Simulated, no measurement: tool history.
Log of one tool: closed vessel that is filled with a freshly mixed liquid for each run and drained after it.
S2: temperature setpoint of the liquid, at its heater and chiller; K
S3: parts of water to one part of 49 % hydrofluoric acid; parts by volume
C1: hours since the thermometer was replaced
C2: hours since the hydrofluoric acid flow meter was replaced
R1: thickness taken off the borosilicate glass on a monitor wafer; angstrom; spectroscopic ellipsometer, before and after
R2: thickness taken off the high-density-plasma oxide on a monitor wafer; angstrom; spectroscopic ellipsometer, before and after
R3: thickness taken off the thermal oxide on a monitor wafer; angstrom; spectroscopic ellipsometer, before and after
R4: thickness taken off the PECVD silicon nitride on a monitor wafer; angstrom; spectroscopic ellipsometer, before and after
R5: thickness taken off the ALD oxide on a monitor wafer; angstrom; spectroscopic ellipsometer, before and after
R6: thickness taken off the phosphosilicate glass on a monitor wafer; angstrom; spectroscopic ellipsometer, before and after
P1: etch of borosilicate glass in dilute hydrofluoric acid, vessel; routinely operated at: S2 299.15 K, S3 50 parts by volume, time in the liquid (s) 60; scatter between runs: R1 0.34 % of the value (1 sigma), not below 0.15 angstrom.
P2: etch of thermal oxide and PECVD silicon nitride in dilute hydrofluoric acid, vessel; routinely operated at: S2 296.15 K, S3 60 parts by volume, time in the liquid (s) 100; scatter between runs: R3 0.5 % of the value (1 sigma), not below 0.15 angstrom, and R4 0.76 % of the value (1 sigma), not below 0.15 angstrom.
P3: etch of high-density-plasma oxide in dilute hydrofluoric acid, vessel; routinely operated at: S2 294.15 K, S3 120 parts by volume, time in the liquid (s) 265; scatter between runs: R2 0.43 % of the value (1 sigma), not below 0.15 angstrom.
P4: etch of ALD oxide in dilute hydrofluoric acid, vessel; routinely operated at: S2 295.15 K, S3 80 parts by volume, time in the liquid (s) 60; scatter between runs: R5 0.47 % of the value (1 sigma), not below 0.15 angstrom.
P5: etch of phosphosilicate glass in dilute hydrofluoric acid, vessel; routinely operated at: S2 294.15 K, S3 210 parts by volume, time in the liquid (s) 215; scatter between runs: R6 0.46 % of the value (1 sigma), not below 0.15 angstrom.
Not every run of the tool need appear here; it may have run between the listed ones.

run 1 hour=10.9 | process_that_ran=P1 S2=299.15 S3=50 time_in_the_liquid_(s)=60 | C1=1161.2 C2=836.9 | R1=671.94
run 2 hour=18.7 | process_that_ran=P3 S2=294.15 S3=120 time_in_the_liquid_(s)=390 | C1=1169.0 C2=844.7 | R2=145.090
run 3 hour=30.6 | process_that_ran=P2 S2=296.15 S3=60 time_in_the_liquid_(s)=195 | C1=1180.9 C2=856.6 | R3=162.470 R4=63.330
run 4 hour=40.7 | process_that_ran=P4 S2=295.15 S3=80 time_in_the_liquid_(s)=30 | C1=1191.0 C2=866.7 | R5=96.201
run 5 hour=54.0 | process_that_ran=P4 S2=300.15 S3=80 time_in_the_liquid_(s)=60 | C1=1204.3 C2=880.0 | R5=236.080
run 6 hour=66.2 | process_that_ran=P1 S2=302.65 S3=50 time_in_the_liquid_(s)=30 | C1=1216.5 C2=892.2 | R1=385.86
run 7 hour=75.6 | process_that_ran=P5 S2=294.15 S3=210 time_in_the_liquid_(s)=215 | C1=1225.9 C2=901.6 | R6=500.74
run 8 hour=90.5 | process_that_ran=P3 S2=294.15 S3=120 time_in_the_liquid_(s)=265 | C1=1240.8 C2=916.5 | R2=98.228
run 9 hour=98.6 | process_that_ran=P1 S2=299.15 S3=50 time_in_the_liquid_(s)=60 | C1=1248.9 C2=924.6 | R1=672.81
run 10 hour=111.0 | process_that_ran=P1 S2=299.15 S3=50 time_in_the_liquid_(s)=60 | C1=1261.3 C2=937.0 | R1=677.94
run 11 hour=120.8 | process_that_ran=P2 S2=296.15 S3=105 time_in_the_liquid_(s)=100 | C1=1271.1 C2=946.8 | R3=44.556 R4=19.062
run 12 hour=132.9 | process_that_ran=P4 S2=295.15 S3=80 time_in_the_liquid_(s)=60 | C1=1283.2 C2=958.9 | R5=193.660
run 13 hour=143.1 | process_that_ran=P2 S2=292.65 S3=60 time_in_the_liquid_(s)=100 | C1=1293.4 C2=969.1 | R3=72.125 R4=25.322
run 14 hour=159.5 | process_that_ran=P1 S2=299.15 S3=50 time_in_the_liquid_(s)=60 | C1=1309.8 C2=985.5 | R1=672.02
run 15 hour=175.9 | process_that_ran=P5 S2=290.15 S3=210 time_in_the_liquid_(s)=215 | C1=1326.2 C2=1001.9 | R6=425.63
run 16 hour=188.0 | process_that_ran=P5 S2=294.15 S3=210 time_in_the_liquid_(s)=55 | C1=1338.3 C2=1014.0 | R6=127.51
run 17 hour=198.5 | process_that_ran=P1 S2=299.15 S3=50 time_in_the_liquid_(s)=60 | C1=1348.8 C2=1024.5 | R1=673.21
run 18 hour=215.4 | process_that_ran=P4 S2=295.15 S3=20 time_in_the_liquid_(s)=60 | C1=1365.7 C2=1041.4 | R5=837.950
run 19 hour=232.9 | process_that_ran=P1 S2=299.15 S3=50 time_in_the_liquid_(s)=30 | C1=1383.2 C2=1058.9 | R1=337.98
run 20 hour=245.6 | process_that_ran=P2 S2=296.15 S3=60 time_in_the_liquid_(s)=100 | C1=1395.9 C2=1071.6 | R3=83.141 R4=32.478
run 21 hour=253.6 | process_that_ran=P1 S2=306.15 S3=50 time_in_the_liquid_(s)=60 | C1=1403.9 C2=1079.6 | R1=887.17
run 22 hour=263.3 | process_that_ran=P1 S2=299.15 S3=75 time_in_the_liquid_(s)=60 | C1=1413.6 C2=1089.3 | R1=432.50
run 23 hour=273.2 | process_that_ran=P3 S2=300.65 S3=120 time_in_the_liquid_(s)=265 | C1=1423.5 C2=1099.2 | R2=126.040
run 24 hour=281.2 | process_that_ran=P5 S2=294.15 S3=50 time_in_the_liquid_(s)=215 | C1=1431.5 C2=1107.2 | R6=2487.30
run 25 hour=297.0 | process_that_ran=P5 S2=294.15 S3=210 time_in_the_liquid_(s)=215 | C1=1447.3 C2=1123.0 | R6=499.25
run 26 hour=305.2 | process_that_ran=P1 S2=291.65 S3=50 time_in_the_liquid_(s)=60 | C1=1455.5 C2=1131.2 | R1=493.80
run 27 hour=316.3 | process_that_ran=P1 S2=291.15 S3=50 time_in_the_liquid_(s)=105 | C1=1466.6 C2=1142.3 | R1=845.78
run 28 hour=331.5 | process_that_ran=P1 S2=299.15 S3=25 time_in_the_liquid_(s)=60 | C1=1481.8 C2=1157.5 | R1=1398.50
run 29 hour=342.0 | process_that_ran=P1 S2=299.15 S3=50 time_in_the_liquid_(s)=60 | C1=1492.3 C2=1168.0 | R1=670.40
run 30 hour=355.2 | process_that_ran=P1 S2=299.15 S3=50 time_in_the_liquid_(s)=90 | C1=1505.5 C2=1181.2 | R1=1011.60
run 31 hour=371.4 | process_that_ran=P3 S2=294.15 S3=30 time_in_the_liquid_(s)=265 | C1=1521.7 C2=1197.4 | R2=435.320
run 32 hour=384.9 | process_that_ran=P1 S2=299.15 S3=50 time_in_the_liquid_(s)=60 | C1=1535.2 C2=1210.9 | R1=668.44
run 33 hour=396.5 | process_that_ran=P1 S2=299.15 S3=50 time_in_the_liquid_(s)=60 | C1=1546.8 C2=1222.5 | R1=691.92
run 34 hour=409.7 | process_that_ran=P1 S2=299.15 S3=50 time_in_the_liquid_(s)=60 | C1=1560.0 C2=1235.7 | R1=705.78
run 35 hour=420.2 | process_that_ran=P1 S2=299.15 S3=50 time_in_the_liquid_(s)=60 | C1=1570.5 C2=1246.2 | R1=717.34
run 36 hour=428.8 | process_that_ran=P1 S2=299.15 S3=50 time_in_the_liquid_(s)=60 | C1=1579.1 C2=1254.8 | R1=723.84
run 37 hour=444.3 | process_that_ran=P1 S2=299.15 S3=50 time_in_the_liquid_(s)=60 | C1=1594.6 C2=1270.3 | R1=725.19
run 38 hour=457.0 | process_that_ran=P1 S2=299.15 S3=50 time_in_the_liquid_(s)=60 | C1=1607.3 C2=1283.0 | R1=734.26
run 39 hour=468.0 | process_that_ran=P1 S2=299.15 S3=50 time_in_the_liquid_(s)=60 | C1=1618.3 C2=1294.0 | R1=732.51
run 40 hour=485.6 | process_that_ran=P1 S2=299.15 S3=50 time_in_the_liquid_(s)=60 | C1=1635.9 C2=1311.6 | R1=733.36
run 41 hour=496.7 | process_that_ran=P1 S2=299.15 S3=50 time_in_the_liquid_(s)=60 | C1=1647.0 C2=1322.7 | R1=741.56

Run 42 has not been measured yet. What should we expect?
run 42 hour=511.1 | process_that_ran=P1 S2=299.15 S3=50 time_in_the_liquid_(s)=60 | C1=1661.4 C2=1337.1 | R1=?

Run 42 produced R1 738.70 angstrom.
